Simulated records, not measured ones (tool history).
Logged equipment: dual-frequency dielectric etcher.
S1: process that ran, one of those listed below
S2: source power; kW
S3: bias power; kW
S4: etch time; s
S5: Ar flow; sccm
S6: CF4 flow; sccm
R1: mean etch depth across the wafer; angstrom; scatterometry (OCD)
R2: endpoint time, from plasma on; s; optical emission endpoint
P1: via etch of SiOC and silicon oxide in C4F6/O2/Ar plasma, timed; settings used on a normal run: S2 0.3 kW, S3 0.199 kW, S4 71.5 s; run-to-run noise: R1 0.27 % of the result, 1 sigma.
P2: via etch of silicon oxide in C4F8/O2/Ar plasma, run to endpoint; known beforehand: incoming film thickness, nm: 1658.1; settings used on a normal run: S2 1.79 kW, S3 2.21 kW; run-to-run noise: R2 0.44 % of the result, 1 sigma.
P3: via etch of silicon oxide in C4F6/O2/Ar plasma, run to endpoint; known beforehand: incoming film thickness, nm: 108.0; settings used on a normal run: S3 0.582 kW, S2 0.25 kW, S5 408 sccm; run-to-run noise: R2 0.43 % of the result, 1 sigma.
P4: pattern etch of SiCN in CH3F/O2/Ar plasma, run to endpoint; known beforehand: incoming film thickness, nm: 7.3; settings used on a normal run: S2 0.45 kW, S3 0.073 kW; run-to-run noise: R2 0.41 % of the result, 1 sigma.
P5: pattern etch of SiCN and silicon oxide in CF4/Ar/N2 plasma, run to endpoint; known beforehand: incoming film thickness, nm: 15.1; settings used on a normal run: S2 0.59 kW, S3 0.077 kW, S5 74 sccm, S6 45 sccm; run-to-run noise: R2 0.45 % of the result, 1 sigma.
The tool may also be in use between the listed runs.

run,hour,S1,S2,S3,S4,S5,S6,R1,R2
1,12.4,P1,0.3,0.199,71.5,,,728.97,
2,19.5,P4,0.45,0.073,,,,,17.851
3,31.7,P1,0.3,0.119,71.5,,,620.62,
4,39.2,P2,1.79,2.911,,,,,307.31
5,48.8,P5,0.59,0.062,,74,45,,14.759
6,56.6,P5,0.82,0.077,,74,45,,10.297
7,64.2,P1,0.3,0.199,103.5,,,1050.9,
8,69.9,P5,0.59,0.077,,74,63,,13.022
9,76,P1,0.37,0.199,71.5,,,793.73,
10,87.9,P1,0.3,0.199,71.5,,,727.55,
11,94.1,P1,0.3,0.199,71.5,,,727.81,
12,102.9,P1,0.3,0.269,71.5,,,805.61,
13,114.5,P4,0.63,0.073,,,,,15.836
14,121.6,P1,0.3,0.199,71.5,,,729.32,
15,128.3,P3,0.25,0.35,,408,,,33.621
16,136.7,P1,0.18,0.137,71.5,,,529.16,
17,146.8,P4,0.45,0.049,,,,,20.533
18,157.7,P5,0.59,0.077,,45,45,,12.81
19,167.6,P1,0.23,0.199,71.5,,,655.84,
20,179.2,P2,2.26,2.21,,,,,305.03
21,186.6,P3,0.15,0.582,,408,,,33.539
# hour 189.2: source power generator calibrated
22,195.1,P3,0.25,0.582,,303,,,26.9
23,203.8,P1,0.3,0.199,45.5,,,464.36,
24,214.4,P3,0.25,0.582,,408,,,27.731
25,223.9,P5,0.59,0.077,,74,45,,13.742
26,233.2,P2,1.79,2.21,,,,,336.28
27,243,P4,0.45,0.073,,,,,18.01
28,252.2,P2,1.79,2.21,,,,,332.25
29,261.2,P1,0.3,0.199,71.5,,,727.52,
30,272.5,P1,0.3,0.199,71.5,,,734.05,
31,281.4,P1,0.3,0.199,71.5,,,735.82,
32,289.1,P1,0.3,0.199,71.5,,,737.53,
33,300.6,P1,0.3,0.199,71.5,,,742.17,
# hour 301.4: wet clean of the chamber
34,307.9,P1,0.3,0.199,71.5,,,742.2,
35,313.7,P1,0.3,0.199,71.5,,,737.29,
36,323.9,P1,0.3,0.199,71.5,,,739.27,
37,332.6,P1,0.3,0.199,71.5,,,740.05,

Something has made what P1 gives creep away from where it was; the 2 causes below, each at its own stated size, fit the log equally well:
A: source power that arrives over what is set, % = 3.93
B: bias power that arrives over what is set, % = 4.49
The gradual shift began around hour 261.2.
Excluded causes, each with its reason:
chamber walls in a state that raises the etch rate, %: was serviced at hour 301.4, once the creep was under way, yet the earlier output never came back

4 check runs are offered, each on 3 wafers whose results are averaged, their results left as question marks. Which one tells the causes apart?
check 1,341.3,P5,0.79,0.077,,74,61,,?
check 2,341.3,P4,0.57,0.061,,,,,?
check 3,341.3,P3,0.16,0.379,,408,,,?
check 4,341.3,P2,1.79,2.772,,,,,?

If the cause were each of the candidates in turn, the checks would give the following:
check,result,if A,if B
check 1,R2,9.7828,9.9818
check 2,R2,17.202,17.206
check 3,R2,38.091,38.001
check 4,R2,308.11,308.57
Gap, in per cent, between the two causes that each check separates least, read from the result that separates them most: check 1 2.01 %; check 2 0.02 %; check 3 0.24 %; check 4 0.15 %
Check 1 is the one run that separates the causes; every other check would come out nearly the same whichever cause is at work.

With check 1 done, the readings were: R2 9.9597 s. Identify which of the listed causes applies.

It was cause B: bias power that arrives over what is set, %.
